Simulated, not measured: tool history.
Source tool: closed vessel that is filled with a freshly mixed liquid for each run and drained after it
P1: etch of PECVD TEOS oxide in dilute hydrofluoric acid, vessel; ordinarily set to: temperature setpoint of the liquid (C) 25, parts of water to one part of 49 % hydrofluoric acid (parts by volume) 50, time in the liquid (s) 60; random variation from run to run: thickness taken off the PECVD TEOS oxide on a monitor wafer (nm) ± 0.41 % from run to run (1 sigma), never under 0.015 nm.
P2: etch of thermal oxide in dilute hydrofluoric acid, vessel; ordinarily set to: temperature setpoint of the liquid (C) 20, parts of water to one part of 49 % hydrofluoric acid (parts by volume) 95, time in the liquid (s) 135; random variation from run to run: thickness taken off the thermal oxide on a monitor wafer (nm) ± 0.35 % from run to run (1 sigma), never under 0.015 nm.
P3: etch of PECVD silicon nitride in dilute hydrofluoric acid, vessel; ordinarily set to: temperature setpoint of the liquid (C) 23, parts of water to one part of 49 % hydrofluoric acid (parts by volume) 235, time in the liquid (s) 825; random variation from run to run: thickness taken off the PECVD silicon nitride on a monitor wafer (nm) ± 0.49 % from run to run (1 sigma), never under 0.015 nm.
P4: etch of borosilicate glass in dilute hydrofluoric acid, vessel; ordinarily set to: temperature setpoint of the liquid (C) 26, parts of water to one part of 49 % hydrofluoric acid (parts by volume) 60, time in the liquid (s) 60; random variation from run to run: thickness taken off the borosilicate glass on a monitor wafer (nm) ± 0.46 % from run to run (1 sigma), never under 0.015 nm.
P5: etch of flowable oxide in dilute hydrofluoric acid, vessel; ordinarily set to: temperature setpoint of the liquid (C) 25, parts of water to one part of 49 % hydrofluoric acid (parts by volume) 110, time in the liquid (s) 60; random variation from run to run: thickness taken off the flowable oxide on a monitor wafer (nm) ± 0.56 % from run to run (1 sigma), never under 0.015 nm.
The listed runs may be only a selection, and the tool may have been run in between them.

run   hour  process that ran  temperature setpoint of the liquid (C)  parts of water to one part of 49 % hydrofluoric acid (parts by volume)  time in the liquid (s)  hours since the thermometer was replaced  hours since the hydrofluoric acid flow meter was replaced  thickness taken off the PECVD TEOS oxide on a monitor wafer (nm)  thickness taken off the flowable oxide on a monitor wafer (nm)  thickness taken off the PECVD silicon nitride on a monitor wafer (nm)  thickness taken off the borosilicate glass on a monitor wafer (nm)  thickness taken off the thermal oxide on a monitor wafer (nm)
  1     12                P1                                      25                                                                      50                      60                                     513.8                                                      121.2                                                            14.033
  2   24.7                P5                                      25                                                                     110                     105                                     526.5                                                      133.9                                                                                                                            35.947
  3   31.4                P1                                      30                                                                      50                      60                                     533.2                                                      140.6                                                            17.127
  4   38.4                P1                                      25                                                                      50                      60                                     540.2                                                      147.6                                                            14.015
  5   46.2                P1                                      25                                                                      50                      30                                       548                                                      155.4                                                            6.9518
  6   58.8                P1                                      25                                                                      75                      60                                     560.6                                                        168                                                            9.0357
  7   71.7                P3                                      23                                                                     235                    1565                                     573.5                                                      180.9                                                                                                                                                                                                   20.023
  8   84.9                P5                                      25                                                                     110                      60                                     586.7                                                      194.1                                                                                                                            20.408
  9   99.5                P4                                      26                                                                      60                      60                                     601.3                                                      208.7                                                                                                                                                                                                                                                                       25.286
 10  113.9                P1                                      25                                                                      20                      60                                     615.7                                                      223.1                                                            36.062
 11  123.4                P3                                      23                                                                     235                     825                                     625.2                                                      232.6                                                                                                                                                                                                   10.538
 12    132                P2                                      20                                                                      95                     135                                     633.8                                                      241.2                                                                                                                                                                                                                                                                                                                                       6.118
 13    144                P1                                      25                                                                      50                      60                                     645.8                                                      253.2                                                            13.948
 14  156.9                P1                                      25                                                                      50                      60                                     658.7                                                      266.1                                                            14.064
 15  167.3                P2                                      17                                                                      95                     135                                     669.1                                                      276.5                                                                                                                                                                                                                                                                                                                                      5.3776
 16  175.8                P1                                      32                                                                      20                      60                                     677.6                                                        285                                                             48.39
 17  182.8                P1                                      25                                                                      50                     115                                     684.6                                                        292                                                             26.79
 18  192.6                P3                                      23                                                                     235                     825                                     694.4                                                      301.8                                                                                                                                                                                                   10.546
 19  200.5                P5                                      31                                                                     110                      60                                     702.3                                                      309.7                                                                                                                            25.562
 20  209.5                P3                                      17                                                                     235                     825                                     711.3                                                      318.7                                                                                                                                                                                                     7.14
 21  216.2                P5                                      25                                                                      20                      60                                       718                                                      325.4                                                                                                                            126.21
 22  229.4                P4                                      18                                                                      60                      60                                     731.2                                                      338.6                                                                                                                                                                                                                                                                       18.169
 23  241.7                P1                                    31.5                                                                      50                      90                                     743.5                                                      350.9                                                            27.268
 24  254.5                P4                                      26                                                                      60                      85                                     756.3                                                      363.7                                                                                                                                                                                                                                                                       35.334
 25  268.4                P1                                      21                                                                      50                      60                                     770.2                                                      377.6                                                            11.916
 26  280.3                P3                                      23                                                                      40                     825                                     782.1                                                      389.5                                                                                                                                                                                                   60.086
 27    291                P4                                      26                                                                      85                      60                                     792.8                                                      400.2                                                                                                                                                                                                                                                                       17.127
 28  304.9                P1                                      25                                                                      50                      60                                     806.7                                                      414.1                                                            13.967
 29  317.7                P1                                      25                                                                      20                      35                                     819.5                                                      426.9                                                            21.312
 30  325.5                P2                                      20                                                                      95                     195                                     827.3                                                      434.7                                                                                                                                                                                                                                                                                                                                      8.8574
 31  336.5                P2                                      20                                                                     180                     135                                     838.3                                                      445.7                                                                                                                                                                                                                                                                                                                                      2.9545
 32    351                P5                                      25                                                                     110                      60                                     852.8                                                      460.2                                                                                                                            20.569
 33  365.5                P2                                      20                                                                      95                     135                                     867.3                                                      474.7                                                                                                                                                                                                                                                                                                                                      6.1546
 34  374.1                P1                                      25                                                                      50                      60                                     875.9                                                      483.3                                                            14.058
 35  388.4                P1                                      25                                                                      50                      60                                     890.2                                                      497.6                                                            13.432
 36  402.7                P1                                      25                                                                      50                      60                                     904.5                                                      511.9                                                            12.954
 37  415.9                P1                                      25                                                                      50                      60                                     917.7                                                      525.1                                                            12.895
 38  428.5                P1                                      25                                                                      50                      60                                     930.3                                                      537.7                                                            12.814
 39  442.8                P1                                      25                                                                      50                      60                                     944.6                                                        552                                                            12.785
 40  449.4                P1                                      25                                                                      50                      60                                     951.2                                                      558.6                                                            12.687
 41  455.9                P1                                      25                                                                      50                      60                                     957.7                                                      565.1                                                            12.616
 42  465.6                P1                                      25                                                                      50                      60                                     967.4                                                      574.8                                                            12.742

P1 no longer gives what it gave before; its output has crept away from where it was. The following 2 causes, each at its listed size, fit the log equally well:
A: liquid colder than its thermometer reads (K) = 2.38
B: hydrofluoric acid flow below the setpoint (%) = 8.73
The gradual shift began around hour 374.1.

Of the 4 check runs listed below, each run on one wafer and each result written as a question mark, which would let you distinguish the listed causes because they would give clearly different results?
check 1  475.3                P2                                      20                                                                     170                     135                                                                                                                                                                                                                                                                                                                                                                                                                                                ?
check 2  475.3                P4                                      23                                                                      60                      60                                                                                                                                                                                                                                                                                                                                                                                 ?
check 3  475.3                P3                                      23                                                                      45                    1210                                                                                                                                                                                                                                                                                                             ?
check 4  475.3                P5                                      25                                                                      40                     100                                                                                                                                                                                                                                      ?

If the cause were each of the candidates in turn, the checks would give the following:
  check                                                                 result    if A    if B
check 1          thickness taken off the thermal oxide on a monitor wafer (nm)  2.8749  2.8379
check 2     thickness taken off the borosilicate glass on a monitor wafer (nm)  20.182  20.187
check 3  thickness taken off the PECVD silicon nitride on a monitor wafer (nm)  66.828  71.992
check 4         thickness taken off the flowable oxide on a monitor wafer (nm)  92.834  93.038
Minimum pairwise separation of causes per check, each pair taken at its best-separating result: check 1 1.3 %; check 2 0.03 %; check 3 7.44 %; check 4 0.22 %
The causes can be told apart only by check 3. The other checks would give nearly the same results under each of them.

Check 3 has now been run. It gave: thickness taken off the PECVD silicon nitride on a monitor wafer (nm) 72.611. Which of the candidate causes is it?

It was cause B: hydrofluoric acid flow below the setpoint (%).
